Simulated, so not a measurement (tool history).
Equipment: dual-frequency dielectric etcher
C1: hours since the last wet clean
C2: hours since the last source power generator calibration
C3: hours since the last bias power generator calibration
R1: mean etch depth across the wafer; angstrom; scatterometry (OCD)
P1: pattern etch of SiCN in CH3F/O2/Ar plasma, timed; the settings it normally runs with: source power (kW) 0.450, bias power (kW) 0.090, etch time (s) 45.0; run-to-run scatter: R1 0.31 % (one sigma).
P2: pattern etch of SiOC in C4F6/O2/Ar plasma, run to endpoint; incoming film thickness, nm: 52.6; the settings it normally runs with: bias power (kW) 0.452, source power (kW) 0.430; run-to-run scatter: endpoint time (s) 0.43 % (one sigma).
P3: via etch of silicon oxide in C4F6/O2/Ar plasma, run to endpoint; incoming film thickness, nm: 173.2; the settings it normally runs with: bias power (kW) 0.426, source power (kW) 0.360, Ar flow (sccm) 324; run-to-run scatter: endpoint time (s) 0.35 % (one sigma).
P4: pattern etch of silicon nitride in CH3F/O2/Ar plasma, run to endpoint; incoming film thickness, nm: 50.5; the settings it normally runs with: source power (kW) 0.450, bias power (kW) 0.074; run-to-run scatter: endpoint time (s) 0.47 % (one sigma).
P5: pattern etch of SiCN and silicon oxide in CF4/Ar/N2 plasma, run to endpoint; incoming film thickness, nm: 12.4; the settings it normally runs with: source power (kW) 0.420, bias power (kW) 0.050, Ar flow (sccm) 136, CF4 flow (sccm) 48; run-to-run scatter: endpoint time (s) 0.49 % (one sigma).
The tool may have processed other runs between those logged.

Run 1, hour 11.6: process that ran P1, source power (kW) 0.450, bias power (kW) 0.090, etch time (s) 45.0; C1 243.8; C2 415.2; C3 2363.2. Result: R1 184.70 angstrom.
Run 2, hour 18.2: process that ran P1, source power (kW) 0.450, bias power (kW) 0.090, etch time (s) 45.0; C1 250.4; C2 421.8; C3 2369.8. Result: R1 182.78 angstrom.
Run 3, hour 26.9: process that ran P4, source power (kW) 0.450, bias power (kW) 0.074; C1 259.1; C2 430.5; C3 2378.5. Result: endpoint time (s) 69.720.
Run 4, hour 41.6: process that ran P3, source power (kW) 0.360, bias power (kW) 0.426, Ar flow (sccm) 324; C1 273.8; C2 445.2; C3 2393.2. Result: endpoint time (s) 42.810.
Run 5, hour 48.7: process that ran P4, source power (kW) 0.450, bias power (kW) 0.053; C1 280.9; C2 452.3; C3 2400.3. Result: endpoint time (s) 77.042.
Run 6, hour 63.1: process that ran P5, source power (kW) 0.420, bias power (kW) 0.050, Ar flow (sccm) 136, CF4 flow (sccm) 48; C1 295.3; C2 466.7; C3 2414.7. Result: endpoint time (s) 19.190.
Run 7, hour 74.9: process that ran P5, source power (kW) 0.420, bias power (kW) 0.050, Ar flow (sccm) 187, CF4 flow (sccm) 48; C1 307.1; C2 478.5; C3 2426.5. Result: endpoint time (s) 20.443.
Run 8, hour 87.2: process that ran P1, source power (kW) 0.450, bias power (kW) 0.090, etch time (s) 45.0; C1 319.4; C2 490.8; C3 2438.8. Result: R1 183.54 angstrom.
Run 9, hour 96.2: process that ran P2, source power (kW) 0.430, bias power (kW) 0.286; C1 328.4; C2 499.8; C3 2447.8. Result: endpoint time (s) 21.280.
Run 10, hour 103.8: process that ran P1, source power (kW) 0.360, bias power (kW) 0.090, etch time (s) 45.0; C1 336.0; C2 507.4; C3 2455.4. Result: R1 169.29 angstrom.
Run 11, hour 111.3: process that ran P1, source power (kW) 0.360, bias power (kW) 0.109, etch time (s) 45.0; C1 343.5; C2 514.9; C3 2462.9. Result: R1 181.53 angstrom.
Run 12, hour 118.5: process that ran P4, source power (kW) 0.280, bias power (kW) 0.074; C1 350.7; C2 522.1; C3 2470.1. Result: endpoint time (s) 82.883.
Run 13, hour 127.2: process that ran P1, source power (kW) 0.450, bias power (kW) 0.060, etch time (s) 45.0; C1 359.4; C2 530.8; C3 2478.8. Result: R1 158.59 angstrom.
Run 14, hour 139.4: process that ran P1, source power (kW) 0.450, bias power (kW) 0.090, etch time (s) 61.5; C1 371.6; C2 543.0; C3 2491.0. Result: R1 249.66 angstrom.
Run 15, hour 147.1: process that ran P1, source power (kW) 0.620, bias power (kW) 0.090, etch time (s) 45.0; C1 379.3; C2 550.7; C3 2498.7. Result: R1 207.14 angstrom.
Run 16, hour 156.0: process that ran P2, source power (kW) 0.430, bias power (kW) 0.452; C1 388.2; C2 559.6; C3 2507.6. Result: endpoint time (s) 17.986.
Run 17, hour 165.1: process that ran P1, source power (kW) 0.610, bias power (kW) 0.063, etch time (s) 45.0; C1 397.3; C2 568.7; C3 2516.7. Result: R1 181.75 angstrom.
Run 18, hour 178.7: process that ran P1, source power (kW) 0.570, bias power (kW) 0.069, etch time (s) 45.0; C1 410.9; C2 582.3; C3 2530.3. Result: R1 183.02 angstrom.
Run 19, hour 190.8: process that ran P3, source power (kW) 0.360, bias power (kW) 0.426, Ar flow (sccm) 324; C1 423.0; C2 594.4; C3 2542.4. Result: endpoint time (s) 42.550.
Run 20, hour 197.8: process that ran P3, source power (kW) 0.360, bias power (kW) 0.556, Ar flow (sccm) 324; C1 430.0; C2 601.4; C3 2549.4. Result: endpoint time (s) 38.505.
Run 21, hour 207.5: process that ran P5, source power (kW) 0.420, bias power (kW) 0.050, Ar flow (sccm) 136, CF4 flow (sccm) 64; C1 439.7; C2 611.1; C3 2559.1. Result: endpoint time (s) 18.175.
Run 22, hour 218.4: process that ran P3, source power (kW) 0.220, bias power (kW) 0.426, Ar flow (sccm) 324; C1 450.6; C2 622.0; C3 2570.0. Result: endpoint time (s) 50.937.
Run 23, hour 232.3: process that ran P5, source power (kW) 0.420, bias power (kW) 0.050, Ar flow (sccm) 136, CF4 flow (sccm) 48; C1 464.5; C2 635.9; C3 2583.9. Result: endpoint time (s) 19.198.
Run 24, hour 242.8: process that ran P5, source power (kW) 0.420, bias power (kW) 0.069, Ar flow (sccm) 136, CF4 flow (sccm) 48; C1 475.0; C2 646.4; C3 2594.4. Result: endpoint time (s) 17.033.
Run 25, hour 250.7: process that ran P2, source power (kW) 0.600, bias power (kW) 0.452; C1 482.9; C2 654.3; C3 2602.3. Result: endpoint time (s) 15.991.
Run 26, hour 262.4: process that ran P1, source power (kW) 0.450, bias power (kW) 0.090, etch time (s) 45.0; C1 494.6; C2 666.0; C3 2614.0. Result: R1 183.74 angstrom.
Run 27, hour 273.9: process that ran P1, source power (kW) 0.450, bias power (kW) 0.090, etch time (s) 34.5; C1 506.1; C2 677.5; C3 2625.5. Result: R1 140.66 angstrom.
Run 28, hour 283.5: process that ran P1, source power (kW) 0.450, bias power (kW) 0.114, etch time (s) 45.0; C1 515.7; C2 687.1; C3 2635.1. Result: R1 200.28 angstrom.
Run 29, hour 295.4: process that ran P5, source power (kW) 0.580, bias power (kW) 0.050, Ar flow (sccm) 136, CF4 flow (sccm) 48; C1 527.6; C2 699.0; C3 2647.0. Result: endpoint time (s) 14.515.
Run 30, hour 305.7: process that ran P1, source power (kW) 0.450, bias power (kW) 0.090, etch time (s) 45.0; C1 537.9; C2 709.3; C3 2657.3. Result: R1 183.41 angstrom.
Run 31, hour 313.2: process that ran P3, source power (kW) 0.360, bias power (kW) 0.426, Ar flow (sccm) 442; C1 545.4; C2 716.8; C3 2664.8. Result: endpoint time (s) 43.899.
Run 32, hour 326.8: process that ran P1, source power (kW) 0.450, bias power (kW) 0.090, etch time (s) 45.0; C1 559.0; C2 730.4; C3 2678.4. Result: R1 183.15 angstrom.
Run 33, hour 341.4: process that ran P1, source power (kW) 0.450, bias power (kW) 0.090, etch time (s) 45.0; C1 573.6; C2 745.0; C3 2693.0. Result: R1 181.70 angstrom.
Run 34, hour 351.3: process that ran P1, source power (kW) 0.450, bias power (kW) 0.090, etch time (s) 45.0; C1 583.5; C2 754.9; C3 2702.9. Result: R1 181.92 angstrom.
At hour 362.4: wet clean of the chamber.
Run 35, hour 364.0: process that ran P1, source power (kW) 0.450, bias power (kW) 0.090, etch time (s) 45.0; C1 1.7; C2 767.6; C3 2715.6. Result: R1 181.30 angstrom.
Run 36, hour 371.9: process that ran P1, source power (kW) 0.450, bias power (kW) 0.090, etch time (s) 45.0; C1 9.6; C2 775.5; C3 2723.5. Result: R1 180.67 angstrom.
Run 37, hour 385.4: process that ran P1, source power (kW) 0.450, bias power (kW) 0.090, etch time (s) 45.0; C1 23.1; C2 789.0; C3 2737.0. Result: R1 180.89 angstrom.
Run 38, hour 397.1: process that ran P1, source power (kW) 0.450, bias power (kW) 0.090, etch time (s) 45.0; C1 34.8; C2 800.7; C3 2748.7. Result: R1 181.25 angstrom.

P1 has crept away from where it was. The log is fitted equally well by each of these 2 causes, at the sizes shown:
A: bias power that arrives under what is set, % = 4.28
B: source power that arrives under what is set, % = 4.21
Creep in the process output first set in at about hour 326.8.
What rules out each remaining cause:
chamber walls in a state that lowers the etch rate, %: serviced at hour 362.4, after the drift had started, without restoring the earlier output

The 4 check runs listed below each average the results of 3 wafers, and their outcomes are marked with question marks. Under which run would the listed causes produce clearly different results?
Run check 1, hour 408.8: process that ran P3, source power (kW) 0.230, bias power (kW) 0.426, Ar flow (sccm) 401. Result: endpoint time (s) ?.
Run check 2, hour 408.8: process that ran P5, source power (kW) 0.420, bias power (kW) 0.050, Ar flow (sccm) 136, CF4 flow (sccm) 58. Result: endpoint time (s) ?.
Run check 3, hour 408.8: process that ran P4, source power (kW) 0.450, bias power (kW) 0.063. Result: endpoint time (s) ?.
Run check 4, hour 408.8: process that ran P2, source power (kW) 0.570, bias power (kW) 0.310. Result: endpoint time (s) ?.

How each check would come out, cause by cause:
  check             result    if A    if B
check 1  endpoint time (s)  52.274  52.245
check 2  endpoint time (s)  18.830  19.270
check 3  endpoint time (s)  74.472  74.636
check 4  endpoint time (s)  18.847  18.878
How far apart the two closest causes lie, in the result that separates them most: check 1 0.06 %; check 2 2.31 %; check 3 0.22 %; check 4 0.16 %
Only check 2 tells the causes apart: in the others they would give nearly the same result.

Running check 2 produced the following: endpoint time (s) 19.267. Which one of the listed causes fits?

It is B: source power that arrives under what is set, %.
